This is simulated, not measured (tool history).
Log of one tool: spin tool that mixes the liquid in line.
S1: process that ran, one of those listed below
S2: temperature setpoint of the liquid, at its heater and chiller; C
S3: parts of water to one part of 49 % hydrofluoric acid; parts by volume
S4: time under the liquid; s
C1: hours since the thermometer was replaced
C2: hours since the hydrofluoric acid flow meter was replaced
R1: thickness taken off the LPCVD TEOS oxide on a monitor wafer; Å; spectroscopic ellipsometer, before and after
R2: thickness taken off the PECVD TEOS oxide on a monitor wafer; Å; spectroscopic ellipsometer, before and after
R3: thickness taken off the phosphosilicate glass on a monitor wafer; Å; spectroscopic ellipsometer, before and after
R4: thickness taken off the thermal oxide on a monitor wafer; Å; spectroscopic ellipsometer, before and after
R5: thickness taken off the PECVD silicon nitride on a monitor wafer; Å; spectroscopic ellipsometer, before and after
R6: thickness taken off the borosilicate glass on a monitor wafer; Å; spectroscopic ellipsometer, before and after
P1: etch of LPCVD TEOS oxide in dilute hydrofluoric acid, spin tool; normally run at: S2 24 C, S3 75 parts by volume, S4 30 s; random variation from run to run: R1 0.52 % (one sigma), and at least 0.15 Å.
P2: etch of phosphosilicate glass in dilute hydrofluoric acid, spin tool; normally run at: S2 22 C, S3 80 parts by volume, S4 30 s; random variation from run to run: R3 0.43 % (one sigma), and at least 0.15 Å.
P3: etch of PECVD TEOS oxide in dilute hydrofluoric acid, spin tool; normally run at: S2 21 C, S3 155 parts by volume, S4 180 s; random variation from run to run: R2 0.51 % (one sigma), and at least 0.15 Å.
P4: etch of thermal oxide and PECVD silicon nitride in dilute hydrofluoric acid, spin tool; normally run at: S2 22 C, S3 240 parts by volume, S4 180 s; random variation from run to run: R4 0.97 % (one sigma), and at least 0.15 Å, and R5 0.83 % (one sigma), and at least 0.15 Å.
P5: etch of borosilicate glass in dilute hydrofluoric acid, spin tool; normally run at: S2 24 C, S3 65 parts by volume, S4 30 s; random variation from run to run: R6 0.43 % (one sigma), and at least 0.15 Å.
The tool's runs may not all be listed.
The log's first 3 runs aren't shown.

run    day  S1    S2   S3   S4      C1      C2      R1      R2      R3      R4      R5      R6
  4  1.171  P3    21  220  180   911.3  1118.1          177.03
  5  1.396  P2    22   80   15   916.7  1123.5                  346.72
  6  1.579  P1    24   75   30   921.1  1127.9  180.58
  7  1.779  P4    22  240   95   925.9  1132.7                          14.872  13.137
  8   2.05  P1    24   75   30   932.4  1139.2  180.39
  9  2.271  P4    22  400  180   937.7  1144.5                          14.696  15.034
 10  2.579  P2    22   80   30   945.1  1151.9                  682.76
 11  2.817  P5  18.5   65   30   950.8  1157.6                                          114.76
 12  3.088  P4    22  240  180   957.3  1164.1                          28.642  25.164
 13    3.4  P3    21  155   40   964.8  1171.6          59.756
 14  3.617  P5    24   40   30     970  1176.8                                          241.45
 15  3.862  P5    24   65   30   975.9  1182.7                                          144.02
 16  4.067  P1    24   20   30   980.8  1187.6  721.92
 17  4.412  P2    22  115   30   989.1  1195.9                  462.71
 18  4.638  P3    21  155  180   994.5  1201.3          269.55
 19  4.846  P5    24   65   50   999.5  1206.3                                          239.87
 20  5.108  P4    22  240  180  1005.8  1212.6                          28.521  24.691
 21  5.383  P2  27.5   80   30  1012.4  1219.2                  857.82
 22  5.583  P3    21  155  180  1017.2    1224          267.04
 23  5.862  P3    17  155  180  1023.9  1230.7          228.49
 24  6.104  P1    24   75   15  1029.7  1236.5  89.752
 25  6.325  P5    24   65   30    1035  1241.8                                          144.57
 26   6.65  P1    24  130   30  1042.8  1249.6  97.154
 27  6.838  P4    29  240  180  1047.3  1254.1                          37.352  38.808

Forecast run 28:
 28  7.025  P1  24  75  30  1051.8  1258.6   ?

Run 28 gave R1 180 Å.
